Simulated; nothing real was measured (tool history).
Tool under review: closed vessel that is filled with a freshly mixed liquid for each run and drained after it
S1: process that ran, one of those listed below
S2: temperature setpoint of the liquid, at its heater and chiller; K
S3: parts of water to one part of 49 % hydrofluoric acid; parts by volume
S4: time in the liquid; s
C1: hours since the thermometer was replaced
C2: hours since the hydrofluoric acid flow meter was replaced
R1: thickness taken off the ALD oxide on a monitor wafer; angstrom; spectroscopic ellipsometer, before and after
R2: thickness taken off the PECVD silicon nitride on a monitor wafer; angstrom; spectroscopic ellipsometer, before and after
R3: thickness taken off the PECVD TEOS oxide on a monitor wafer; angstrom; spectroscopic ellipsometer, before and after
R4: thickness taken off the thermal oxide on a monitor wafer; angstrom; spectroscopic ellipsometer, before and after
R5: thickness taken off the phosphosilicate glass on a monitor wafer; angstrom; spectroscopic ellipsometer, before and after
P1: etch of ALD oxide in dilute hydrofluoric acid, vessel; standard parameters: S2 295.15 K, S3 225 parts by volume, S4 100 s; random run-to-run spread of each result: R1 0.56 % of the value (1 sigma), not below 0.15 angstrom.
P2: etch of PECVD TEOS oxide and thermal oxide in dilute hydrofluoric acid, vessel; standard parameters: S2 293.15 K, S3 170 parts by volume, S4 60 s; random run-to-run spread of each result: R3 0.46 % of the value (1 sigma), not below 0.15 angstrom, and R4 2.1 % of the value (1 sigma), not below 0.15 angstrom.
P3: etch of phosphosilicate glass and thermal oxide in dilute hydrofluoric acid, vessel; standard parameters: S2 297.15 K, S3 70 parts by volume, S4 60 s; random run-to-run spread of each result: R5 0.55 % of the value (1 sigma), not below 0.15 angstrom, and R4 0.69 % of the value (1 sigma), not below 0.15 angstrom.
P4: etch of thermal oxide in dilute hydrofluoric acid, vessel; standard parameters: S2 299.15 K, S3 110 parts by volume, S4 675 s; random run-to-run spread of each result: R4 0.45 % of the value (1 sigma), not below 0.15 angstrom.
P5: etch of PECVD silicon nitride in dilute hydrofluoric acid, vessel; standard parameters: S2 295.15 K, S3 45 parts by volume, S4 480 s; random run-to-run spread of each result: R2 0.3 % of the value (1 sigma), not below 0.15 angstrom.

Run 1, hour 9.2: S1 P1, S2 295.15 K, S3 225 parts by volume, S4 100 s; C1 1427.9; C2 1681.1. Result: R1 67.666 angstrom.
Run 2, hour 16.0: S1 P1, S2 295.15 K, S3 225 parts by volume, S4 30 s; C1 1434.7; C2 1687.9. Result: R1 20.242 angstrom.
Run 3, hour 27.8: S1 P5, S2 295.15 K, S3 45 parts by volume, S4 100 s; C1 1446.5; C2 1699.7. Result: R2 101.78 angstrom.
Run 4, hour 38.6: S1 P2, S2 293.15 K, S3 170 parts by volume, S4 60 s; C1 1457.3; C2 1710.5. Result: R3 63.219 angstrom, R4 12.4290 angstrom.
Run 5, hour 48.4: S1 P1, S2 300.65 K, S3 225 parts by volume, S4 100 s; C1 1467.1; C2 1720.3. Result: R1 81.791 angstrom.
Run 6, hour 59.9: S1 P1, S2 290.15 K, S3 225 parts by volume, S4 100 s; C1 1478.6; C2 1731.8. Result: R1 55.386 angstrom.
Run 7, hour 70.3: S1 P4, S2 299.15 K, S3 110 parts by volume, S4 675 s; C1 1489.0; C2 1742.2. Result: R4 297.7000 angstrom.
Run 8, hour 80.6: S1 P2, S2 293.15 K, S3 305 parts by volume, S4 60 s; C1 1499.3; C2 1752.5. Result: R3 30.882 angstrom, R4 6.0905 angstrom.
Run 9, hour 89.3: S1 P4, S2 299.15 K, S3 60 parts by volume, S4 675 s; C1 1508.0; C2 1761.2. Result: R4 578.9200 angstrom.
Run 10, hour 99.2: S1 P5, S2 295.15 K, S3 45 parts by volume, S4 480 s; C1 1517.9; C2 1771.1. Result: R2 488.26 angstrom.
Run 11, hour 111.1: S1 P4, S2 291.65 K, S3 110 parts by volume, S4 675 s; C1 1529.8; C2 1783.0. Result: R4 221.3400 angstrom.
Run 12, hour 118.8: S1 P1, S2 295.15 K, S3 225 parts by volume, S4 100 s; C1 1537.5; C2 1790.7. Result: R1 66.934 angstrom.
Run 13, hour 127.4: S1 P1, S2 295.15 K, S3 225 parts by volume, S4 100 s; C1 1546.1; C2 1799.3. Result: R1 66.944 angstrom.
Run 14, hour 138.8: S1 P1, S2 295.15 K, S3 45 parts by volume, S4 100 s; C1 1557.5; C2 1810.7. Result: R1 412.880 angstrom.
Run 15, hour 149.1: S1 P4, S2 299.15 K, S3 110 parts by volume, S4 345 s; C1 1567.8; C2 1821.0. Result: R4 152.4900 angstrom.
Run 16, hour 156.4: S1 P5, S2 295.15 K, S3 25 parts by volume, S4 480 s; C1 1575.1; C2 1828.3. Result: R2 865.50 angstrom.
Run 17, hour 165.6: S1 P1, S2 300.65 K, S3 225 parts by volume, S4 50 s; C1 1584.3; C2 1837.5. Result: R1 41.489 angstrom.
Run 18, hour 176.2: S1 P1, S2 295.15 K, S3 225 parts by volume, S4 200 s; C1 1594.9; C2 1848.1. Result: R1 135.960 angstrom.
Run 19, hour 183.8: S1 P2, S2 290.15 K, S3 170 parts by volume, S4 60 s; C1 1602.5; C2 1855.7. Result: R3 56.049 angstrom, R4 10.8490 angstrom.
Run 20, hour 195.1: S1 P5, S2 300.65 K, S3 45 parts by volume, S4 480 s; C1 1613.8; C2 1867.0. Result: R2 711.24 angstrom.
Run 21, hour 203.0: S1 P3, S2 297.15 K, S3 70 parts by volume, S4 105 s; C1 1621.7; C2 1874.9. Result: R4 70.0490 angstrom, R5 1911.60 angstrom.
Run 22, hour 210.5: S1 P1, S2 295.15 K, S3 225 parts by volume, S4 100 s; C1 1629.2; C2 1882.4. Result: R1 67.630 angstrom.
Run 23, hour 219.9: S1 P2, S2 293.15 K, S3 170 parts by volume, S4 30 s; C1 1638.6; C2 1891.8. Result: R3 31.283 angstrom, R4 6.0314 angstrom.
Run 24, hour 230.9: S1 P2, S2 293.15 K, S3 170 parts by volume, S4 60 s; C1 1649.6; C2 1902.8. Result: R3 64.122 angstrom, R4 12.4650 angstrom.
Run 25, hour 240.7: S1 P3, S2 303.65 K, S3 70 parts by volume, S4 60 s; C1 1659.4; C2 1912.6. Result: R4 52.2370 angstrom, R5 1410.40 angstrom.
Run 26, hour 252.3: S1 P3, S2 297.15 K, S3 120 parts by volume, S4 60 s; C1 1671.0; C2 1924.2. Result: R4 22.2200 angstrom, R5 597.19 angstrom.
Run 27, hour 257.5: S1 P1, S2 295.15 K, S3 320 parts by volume, S4 100 s; C1 1676.2; C2 1929.4. Result: R1 42.354 angstrom.
Run 28, hour 264.6: S1 P3, S2 297.15 K, S3 70 parts by volume, S4 60 s; C1 1683.3; C2 1936.5. Result: R4 40.1440 angstrom, R5 1082.70 angstrom.
Run 29, hour 271.0: S1 P1, S2 295.15 K, S3 225 parts by volume, S4 100 s; C1 1689.7; C2 1942.9. Result: R1 67.974 angstrom.
Run 30, hour 278.5: S1 P1, S2 295.15 K, S3 225 parts by volume, S4 100 s; C1 1697.2; C2 1950.4. Result: R1 66.541 angstrom.
Run 31, hour 290.3: S1 P1, S2 295.15 K, S3 225 parts by volume, S4 100 s; C1 1709.0; C2 1962.2. Result: R1 65.710 angstrom.
Run 32, hour 301.7: S1 P1, S2 295.15 K, S3 225 parts by volume, S4 100 s; C1 1720.4; C2 1973.6. Result: R1 64.213 angstrom.
Run 33, hour 311.2: S1 P1, S2 295.15 K, S3 225 parts by volume, S4 100 s; C1 1729.9; C2 1983.1. Result: R1 63.365 angstrom.
Run 34, hour 322.0: S1 P1, S2 295.15 K, S3 225 parts by volume, S4 100 s; C1 1740.7; C2 1993.9. Result: R1 63.416 angstrom.
Run 35, hour 328.8: S1 P1, S2 295.15 K, S3 225 parts by volume, S4 100 s; C1 1747.5; C2 2000.7. Result: R1 63.709 angstrom.
Run 36, hour 335.3: S1 P1, S2 295.15 K, S3 225 parts by volume, S4 100 s; C1 1754.0; C2 2007.2. Result: R1 63.637 angstrom.
Run 37, hour 342.5: S1 P1, S2 295.15 K, S3 225 parts by volume, S4 100 s; C1 1761.2; C2 2014.4. Result: R1 63.658 angstrom.
Run 38, hour 348.3: S1 P1, S2 295.15 K, S3 225 parts by volume, S4 100 s; C1 1767.0; C2 2020.2. Result: R1 63.445 angstrom.
Run 39, hour 357.2: S1 P1, S2 295.15 K, S3 225 parts by volume, S4 100 s; C1 1775.9; C2 2029.1. Result: R1 62.448 angstrom.
Run 40, hour 365.0: S1 P1, S2 295.15 K, S3 225 parts by volume, S4 100 s; C1 1783.7; C2 2036.9. Result: R1 63.086 angstrom.
Run 41, hour 374.7: S1 P1, S2 295.15 K, S3 225 parts by volume, S4 100 s; C1 1793.4; C2 2046.6. Result: R1 63.129 angstrom.

What P1 gives has crept off from where it sat before. The 2 causes that follow fit the log equally well, each at the size noted:
A: hydrofluoric acid flow below the setpoint (%) = 5.23
B: liquid colder than its thermometer reads (K) = 1.76
The process output started creeping at around hour 278.5.

Question marks stand in for the results of the 4 check runs listed below, each run on one wafer. Under which run would the listed causes show clearly different results?
Run check 1, hour 384.4: S1 P5, S2 295.15 K, S3 45 parts by volume, S4 480 s. Result: R2 ?.
Run check 2, hour 384.4: S1 P4, S2 299.15 K, S3 110 parts by volume, S4 675 s. Result: R4 ?.
Run check 3, hour 384.4: S1 P2, S2 293.15 K, S3 170 parts by volume, S4 60 s. Result: R3 ?, R4 ?.
Run check 4, hour 384.4: S1 P3, S2 297.15 K, S3 70 parts by volume, S4 60 s. Result: R4 ?, R5 ?.

How each check would come out, cause by cause:
  check  result      if A      if B
check 1      R2    463.70    432.67
check 2      R4  279.3700  277.3800
check 3      R3    59.340    58.948
check 3      R4   11.8270   11.7490
check 4      R4   37.8600   37.3640
check 4      R5   1026.30   1012.90
Per check, the gap between the least separated pair of causes, taken in the result that splits them most: check 1 6.93 %; check 2 0.71 %; check 3 0.66 %; check 4 1.32 %
Check 1 is the one run that separates the causes; every other check would come out nearly the same whichever cause is at work.

The results of check 1 are: R2 432.17 angstrom. Based on these, which of the listed causes is it?

It was cause B: liquid colder than its thermometer reads (K).
